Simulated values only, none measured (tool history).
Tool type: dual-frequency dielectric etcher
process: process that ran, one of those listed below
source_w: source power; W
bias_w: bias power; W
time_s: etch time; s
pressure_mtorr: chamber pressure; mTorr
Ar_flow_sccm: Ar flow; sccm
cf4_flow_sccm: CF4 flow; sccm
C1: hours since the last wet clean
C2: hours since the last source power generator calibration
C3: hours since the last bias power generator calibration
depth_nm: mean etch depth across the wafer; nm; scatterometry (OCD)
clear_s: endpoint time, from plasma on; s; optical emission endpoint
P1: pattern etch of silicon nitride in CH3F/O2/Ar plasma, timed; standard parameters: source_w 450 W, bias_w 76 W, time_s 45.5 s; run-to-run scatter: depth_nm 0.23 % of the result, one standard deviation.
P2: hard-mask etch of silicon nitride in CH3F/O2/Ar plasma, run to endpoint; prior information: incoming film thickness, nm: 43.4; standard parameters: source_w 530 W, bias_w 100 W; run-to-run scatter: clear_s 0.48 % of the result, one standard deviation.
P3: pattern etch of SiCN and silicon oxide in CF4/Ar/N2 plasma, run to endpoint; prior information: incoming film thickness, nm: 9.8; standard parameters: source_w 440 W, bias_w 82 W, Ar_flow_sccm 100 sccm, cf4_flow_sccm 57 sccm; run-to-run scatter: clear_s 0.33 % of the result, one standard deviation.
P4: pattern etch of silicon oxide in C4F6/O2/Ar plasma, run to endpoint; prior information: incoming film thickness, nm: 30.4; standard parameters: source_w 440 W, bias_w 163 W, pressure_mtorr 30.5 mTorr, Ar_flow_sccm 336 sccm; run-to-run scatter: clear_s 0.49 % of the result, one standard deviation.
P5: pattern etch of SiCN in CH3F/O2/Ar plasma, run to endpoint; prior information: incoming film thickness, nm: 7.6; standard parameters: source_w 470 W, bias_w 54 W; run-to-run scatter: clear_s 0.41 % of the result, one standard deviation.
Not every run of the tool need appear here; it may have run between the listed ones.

{"run": 1, "hour": 3.1, "process": "P1", "source_w": 450, "bias_w": 76, "time_s": 45.5, "C1": 131.1, "C2": 564.0, "C3": 1986.2, "depth_nm": 34.312}
{"run": 2, "hour": 5.8, "process": "P1", "source_w": 370, "bias_w": 105, "time_s": 45.5, "C1": 133.8, "C2": 566.7, "C3": 1988.9, "depth_nm": 35.733}
{"run": 3, "hour": 8.5, "process": "P2", "source_w": 530, "bias_w": 100, "C1": 136.5, "C2": 569.4, "C3": 1991.6, "clear_s": 50.874}
{"run": 4, "hour": 11.4, "process": "P1", "source_w": 380, "bias_w": 76, "time_s": 25.0, "C1": 139.4, "C2": 572.3, "C3": 1994.5, "depth_nm": 17.634}
{"run": 5, "hour": 13.6, "process": "P1", "source_w": 450, "bias_w": 76, "time_s": 45.5, "C1": 141.6, "C2": 574.5, "C3": 1996.7, "depth_nm": 34.198}
{"run": 6, "hour": 16.2, "process": "P4", "source_w": 440, "bias_w": 163, "pressure_mtorr": 30.5, "Ar_flow_sccm": 336, "C1": 144.2, "C2": 577.1, "C3": 1999.3, "clear_s": 9.6992}
{"hour": 17.7, "done": "source power generator calibrated"}
{"run": 7, "hour": 18.7, "process": "P4", "source_w": 440, "bias_w": 163, "pressure_mtorr": 30.5, "Ar_flow_sccm": 265, "C1": 146.7, "C2": 1.0, "C3": 2001.8, "clear_s": 9.4171}
{"run": 8, "hour": 21.1, "process": "P1", "source_w": 570, "bias_w": 76, "time_s": 45.5, "C1": 149.1, "C2": 3.4, "C3": 2004.2, "depth_nm": 37.275}
{"run": 9, "hour": 25.6, "process": "P1", "source_w": 450, "bias_w": 76, "time_s": 29.0, "C1": 153.6, "C2": 7.9, "C3": 2008.7, "depth_nm": 21.804}
{"run": 10, "hour": 29.5, "process": "P4", "source_w": 560, "bias_w": 163, "pressure_mtorr": 30.5, "Ar_flow_sccm": 336, "C1": 157.5, "C2": 11.8, "C3": 2012.6, "clear_s": 8.7108}
{"run": 11, "hour": 32.6, "process": "P4", "source_w": 440, "bias_w": 163, "pressure_mtorr": 38.0, "Ar_flow_sccm": 336, "C1": 160.6, "C2": 14.9, "C3": 2015.7, "clear_s": 9.887}
{"run": 12, "hour": 35.4, "process": "P1", "source_w": 280, "bias_w": 76, "time_s": 45.5, "C1": 163.4, "C2": 17.7, "C3": 2018.5, "depth_nm": 28.562}
{"run": 13, "hour": 39.1, "process": "P2", "source_w": 710, "bias_w": 100, "C1": 167.1, "C2": 21.4, "C3": 2022.2, "clear_s": 45.588}
{"run": 14, "hour": 41.2, "process": "P3", "source_w": 440, "bias_w": 56, "Ar_flow_sccm": 100, "cf4_flow_sccm": 57, "C1": 169.2, "C2": 23.5, "C3": 2024.3, "clear_s": 13.124}
{"run": 15, "hour": 43.5, "process": "P3", "source_w": 440, "bias_w": 82, "Ar_flow_sccm": 133, "cf4_flow_sccm": 57, "C1": 171.5, "C2": 25.8, "C3": 2026.6, "clear_s": 12.068}
{"run": 16, "hour": 47.3, "process": "P4", "source_w": 440, "bias_w": 231, "pressure_mtorr": 30.5, "Ar_flow_sccm": 336, "C1": 175.3, "C2": 29.6, "C3": 2030.4, "clear_s": 8.6674}
{"run": 17, "hour": 49.8, "process": "P2", "source_w": 530, "bias_w": 122, "C1": 177.8, "C2": 32.1, "C3": 2032.9, "clear_s": 46.852}
{"run": 18, "hour": 54.0, "process": "P1", "source_w": 450, "bias_w": 60, "time_s": 45.5, "C1": 182.0, "C2": 36.3, "C3": 2037.1, "depth_nm": 31.546}
{"run": 19, "hour": 58.0, "process": "P5", "source_w": 470, "bias_w": 36, "C1": 186.0, "C2": 40.3, "C3": 2041.1, "clear_s": 23.724}
{"run": 20, "hour": 62.4, "process": "P5", "source_w": 330, "bias_w": 54, "C1": 190.4, "C2": 44.7, "C3": 2045.5, "clear_s": 24.111}

Estimate the outcome of run 21 from the log above:
{"run": 21, "hour": 65.1, "process": "P1", "source_w": 320, "bias_w": 76, "time_s": 61.0, "C1": 193.1, "C2": 47.4, "C3": 2048.2, "depth_nm": "?"}

depth_nm: 40.397 nm
